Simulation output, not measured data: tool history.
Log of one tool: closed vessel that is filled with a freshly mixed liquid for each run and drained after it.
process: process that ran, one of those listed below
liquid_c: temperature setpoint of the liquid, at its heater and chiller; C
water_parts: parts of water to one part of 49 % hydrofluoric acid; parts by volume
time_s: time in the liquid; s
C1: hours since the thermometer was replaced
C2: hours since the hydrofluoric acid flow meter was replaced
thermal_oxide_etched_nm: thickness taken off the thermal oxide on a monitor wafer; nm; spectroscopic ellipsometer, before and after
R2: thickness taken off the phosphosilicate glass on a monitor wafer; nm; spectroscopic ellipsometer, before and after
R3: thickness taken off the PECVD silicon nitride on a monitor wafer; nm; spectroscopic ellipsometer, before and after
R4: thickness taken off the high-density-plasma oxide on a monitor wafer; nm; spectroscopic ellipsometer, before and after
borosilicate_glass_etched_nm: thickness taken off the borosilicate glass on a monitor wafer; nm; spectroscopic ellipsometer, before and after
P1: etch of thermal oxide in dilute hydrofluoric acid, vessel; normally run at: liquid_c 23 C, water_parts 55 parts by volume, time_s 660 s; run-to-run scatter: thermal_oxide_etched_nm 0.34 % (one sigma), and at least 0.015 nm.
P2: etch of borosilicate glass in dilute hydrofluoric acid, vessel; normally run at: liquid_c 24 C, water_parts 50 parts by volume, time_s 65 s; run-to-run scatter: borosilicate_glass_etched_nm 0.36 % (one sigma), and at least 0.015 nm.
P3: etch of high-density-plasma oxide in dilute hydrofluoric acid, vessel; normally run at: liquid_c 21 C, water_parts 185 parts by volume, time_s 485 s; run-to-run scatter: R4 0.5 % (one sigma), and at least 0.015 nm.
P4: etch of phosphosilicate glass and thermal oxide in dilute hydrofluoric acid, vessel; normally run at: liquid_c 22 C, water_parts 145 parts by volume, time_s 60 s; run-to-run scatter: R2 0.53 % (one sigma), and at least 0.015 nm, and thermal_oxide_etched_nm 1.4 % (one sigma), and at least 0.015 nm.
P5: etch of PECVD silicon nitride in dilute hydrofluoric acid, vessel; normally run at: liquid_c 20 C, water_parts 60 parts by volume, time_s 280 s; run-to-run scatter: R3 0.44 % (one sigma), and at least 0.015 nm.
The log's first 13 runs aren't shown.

run 14 hour=190.9 | process=P4 liquid_c=22 water_parts=145 time_s=60 | C1=1754.5 C2=1693.8 | thermal_oxide_etched_nm=1.6194 R2=64.592
run 15 hour=202.4 | process=P3 liquid_c=21 water_parts=250 time_s=485 | C1=1766 C2=1705.3 | R4=12.835
run 16 hour=211.1 | process=P1 liquid_c=23 water_parts=55 time_s=1015 | C1=1774.7 C2=1714 | thermal_oxide_etched_nm=87.153
run 17 hour=219.5 | process=P1 liquid_c=30 water_parts=80 time_s=660 | C1=1783.1 C2=1722.4 | thermal_oxide_etched_nm=49.712
run 18 hour=237.2 | process=P4 liquid_c=22 water_parts=215 time_s=60 | C1=1800.8 C2=1740.1 | thermal_oxide_etched_nm=0.99427 R2=40.561
run 19 hour=250.9 | process=P1 liquid_c=23 water_parts=55 time_s=660 | C1=1814.5 C2=1753.8 | thermal_oxide_etched_nm=56.622
run 20 hour=267.6 | process=P3 liquid_c=26 water_parts=185 time_s=485 | C1=1831.2 C2=1770.5 | R4=22.364
run 21 hour=282.1 | process=P1 liquid_c=23 water_parts=55 time_s=660 | C1=1845.7 C2=1785 | thermal_oxide_etched_nm=56.696
run 22 hour=298.9 | process=P5 liquid_c=20 water_parts=60 time_s=450 | C1=1862.5 C2=1801.8 | R3=12.325
run 23 hour=308.4 | process=P3 liquid_c=21 water_parts=185 time_s=485 | C1=1872 C2=1811.3 | R4=18.5
run 24 hour=324.8 | process=P5 liquid_c=20 water_parts=25 time_s=280 | C1=1888.4 C2=1827.7 | R3=17.788
run 25 hour=339.8 | process=P5 liquid_c=20 water_parts=60 time_s=280 | C1=1903.4 C2=1842.7 | R3=7.6322
run 26 hour=348.8 | process=P2 liquid_c=24 water_parts=50 time_s=115 | C1=1912.4 C2=1851.7 | borosilicate_glass_etched_nm=75.184
run 27 hour=364.9 | process=P4 liquid_c=28.5 water_parts=145 time_s=60 | C1=1928.5 C2=1867.8 | thermal_oxide_etched_nm=2.0711 R2=82.789
run 28 hour=382.2 | process=P3 liquid_c=21 water_parts=185 time_s=30 | C1=1945.8 C2=1885.1 | R4=1.1432
run 29 hour=397.7 | process=P4 liquid_c=22 water_parts=145 time_s=60 | C1=1961.3 C2=1900.6 | thermal_oxide_etched_nm=1.6447 R2=64.674
run 30 hour=406 | process=P1 liquid_c=29 water_parts=55 time_s=660 | C1=1969.6 C2=1908.9 | thermal_oxide_etched_nm=71.858

Forecast run 31:
run 31 hour=415 | process=P1 liquid_c=23 water_parts=55 time_s=660 | C1=1978.6 C2=1917.9 | thermal_oxide_etched_nm=?

{"run 31": {"thermal_oxide_etched_nm": 56.849}}
